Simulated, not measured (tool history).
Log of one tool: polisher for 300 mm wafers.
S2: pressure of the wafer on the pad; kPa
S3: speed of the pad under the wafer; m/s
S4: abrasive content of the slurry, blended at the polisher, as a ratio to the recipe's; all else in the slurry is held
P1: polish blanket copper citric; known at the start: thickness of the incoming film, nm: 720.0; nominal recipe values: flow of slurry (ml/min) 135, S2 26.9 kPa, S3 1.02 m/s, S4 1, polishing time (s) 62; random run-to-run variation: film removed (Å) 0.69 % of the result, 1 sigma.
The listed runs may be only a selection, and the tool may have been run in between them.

{"run": 1, "day": 0.271, "flow of slurry (ml/min)": 135, "S2": 26.9, "S3": 1.02, "S4": 1, "polishing time (s)": 62, "film removed (Å)": 2254.1}
{"day": 0.462, "done": "slurry nozzle cleaned"}
{"run": 2, "day": 0.483, "flow of slurry (ml/min)": 135, "S2": 26.9, "S3": 1.02, "S4": 0.75, "polishing time (s)": 62, "film removed (Å)": 2120.8}
{"run": 3, "day": 0.75, "flow of slurry (ml/min)": 90, "S2": 26.9, "S3": 1.02, "S4": 1, "polishing time (s)": 62, "film removed (Å)": 2088.6}
{"run": 4, "day": 0.908, "flow of slurry (ml/min)": 135, "S2": 26.9, "S3": 1.02, "S4": 1, "polishing time (s)": 36, "film removed (Å)": 1318.7}
{"run": 5, "day": 1.138, "flow of slurry (ml/min)": 95, "S2": 26.9, "S3": 1.02, "S4": 1.3, "polishing time (s)": 62, "film removed (Å)": 2209.8}
{"run": 6, "day": 1.292, "flow of slurry (ml/min)": 135, "S2": 26.9, "S3": 1.02, "S4": 1, "polishing time (s)": 62, "film removed (Å)": 2213.8}
{"run": 7, "day": 1.538, "flow of slurry (ml/min)": 135, "S2": 26.9, "S3": 1.02, "S4": 1, "polishing time (s)": 62, "film removed (Å)": 2254.9}
{"run": 8, "day": 1.683, "flow of slurry (ml/min)": 135, "S2": 26.9, "S3": 1.46, "S4": 1, "polishing time (s)": 62, "film removed (Å)": 3179.1}
{"run": 9, "day": 1.954, "flow of slurry (ml/min)": 135, "S2": 26.9, "S3": 1.02, "S4": 1.45, "polishing time (s)": 62, "film removed (Å)": 2433.9}
{"run": 10, "day": 2.104, "flow of slurry (ml/min)": 135, "S2": 26.9, "S3": 1.02, "S4": 1, "polishing time (s)": 62, "film removed (Å)": 2269.7}
{"run": 11, "day": 2.371, "flow of slurry (ml/min)": 135, "S2": 26.9, "S3": 1.58, "S4": 1, "polishing time (s)": 78, "film removed (Å)": 4325.8}
{"run": 12, "day": 2.696, "flow of slurry (ml/min)": 135, "S2": 26.9, "S3": 0.62, "S4": 1, "polishing time (s)": 62, "film removed (Å)": 1371}
{"run": 13, "day": 2.942, "flow of slurry (ml/min)": 135, "S2": 42.7, "S3": 1.02, "S4": 1, "polishing time (s)": 62, "film removed (Å)": 3528.8}
{"day": 3.129, "done": "head pressure recalibrated"}
{"run": 14, "day": 3.25, "flow of slurry (ml/min)": 135, "S2": 15.2, "S3": 1.02, "S4": 1, "polishing time (s)": 62, "film removed (Å)": 1283.7}
{"run": 15, "day": 3.583, "flow of slurry (ml/min)": 135, "S2": 26.9, "S3": 1.02, "S4": 1, "polishing time (s)": 62, "film removed (Å)": 2221.5}
{"run": 16, "day": 3.896, "flow of slurry (ml/min)": 200, "S2": 26.9, "S3": 1.02, "S4": 1, "polishing time (s)": 62, "film removed (Å)": 2383.7}
{"run": 17, "day": 4.212, "flow of slurry (ml/min)": 135, "S2": 26.9, "S3": 1.02, "S4": 1, "polishing time (s)": 98, "film removed (Å)": 3556.9}
{"run": 18, "day": 4.517, "flow of slurry (ml/min)": 135, "S2": 26.9, "S3": 1.02, "S4": 1, "polishing time (s)": 62, "film removed (Å)": 2258.9}
{"run": 19, "day": 4.817, "flow of slurry (ml/min)": 135, "S2": 26.9, "S3": 1.02, "S4": 1, "polishing time (s)": 62, "film removed (Å)": 2136.5}
{"run": 20, "day": 5.125, "flow of slurry (ml/min)": 135, "S2": 26.9, "S3": 1.02, "S4": 1, "polishing time (s)": 62, "film removed (Å)": 2071.2}

What will run 21 give?
{"run": 21, "day": 5.4, "flow of slurry (ml/min)": 135, "S2": 26.9, "S3": 1.02, "S4": 1, "polishing time (s)": 62, "film removed (Å)": "?"}

Run 21 produced film removed (Å) 2056.3.
